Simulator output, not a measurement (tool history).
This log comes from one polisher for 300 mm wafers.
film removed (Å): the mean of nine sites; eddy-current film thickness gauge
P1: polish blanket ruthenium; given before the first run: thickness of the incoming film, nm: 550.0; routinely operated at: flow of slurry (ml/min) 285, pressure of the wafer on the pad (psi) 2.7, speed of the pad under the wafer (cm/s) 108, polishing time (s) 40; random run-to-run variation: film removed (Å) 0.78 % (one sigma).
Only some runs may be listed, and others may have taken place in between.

run    day  flow of slurry (ml/min)  pressure of the wafer on the pad (psi)  speed of the pad under the wafer (cm/s)  polishing time (s)  wafers polished on this pad  hours since the slurry nozzle was cleaned  hours since the head pressure was calibrated  film removed (Å)
  1  0.475                      285                                     2.7                                      108                  40                         1036                                      114.4                                         227.6            637.90
  2  1.075                      285                                     2.7                                      108                  18                         1231                                      128.8                                         242.0            290.79
  3  1.454                      285                                     3.8                                      108                  29                         1355                                      137.9                                         251.1            658.81
  4  1.838                      285                                     2.7                                      108                  40                         1480                                      147.1                                         260.3            636.51
  5  2.379                      285                                     2.7                                      108                  40                         1656                                      160.1                                         273.3            631.95
     2.642  -- slurry nozzle cleaned
  6  2.800                      365                                     2.7                                      108                  40                         1793                                        3.9                                         283.4            653.28
  7  3.246                      285                                     3.5                                      108                  40                         1939                                       14.6                                         294.1            826.84
  8  3.721                      285                                     2.7                                      108                  40                         2093                                       26.0                                         305.5            649.15
  9  4.233                      170                                     2.7                                      108                  40                         2260                                       38.3                                         317.8            603.23
     4.454  -- head pressure recalibrated
 10  4.625                      285                                     1.3                                      108                  40                         2388                                       47.7                                           4.2            310.25
 11  4.950                      285                                     2.7                                       70                  40                         2494                                       55.5                                          12.0            419.01
 12  5.417                      285                                     2.7                                      162                  40                         2646                                       66.7                                          23.2            960.72
 13  5.762                      285                                     2.7                                      108                  58                         2759                                       75.0                                          31.5            926.67
 14  6.250                      285                                     2.7                                      108                  40                         2917                                       86.7                                          43.2            643.53
 15  6.671                      285                                     2.7                                      108                  40                         3055                                       96.8                                          53.3            640.05
 16  6.950                      285                                     2.7                                      108                  40                         3146                                      103.5                                          60.0            645.01

Forecast run 17:
 17  7.338                      285                                     2.7                                      108                  40                         3272                                      112.8                                          69.3                 ?

For run 17 the tool returned film removed (Å) 637.19.
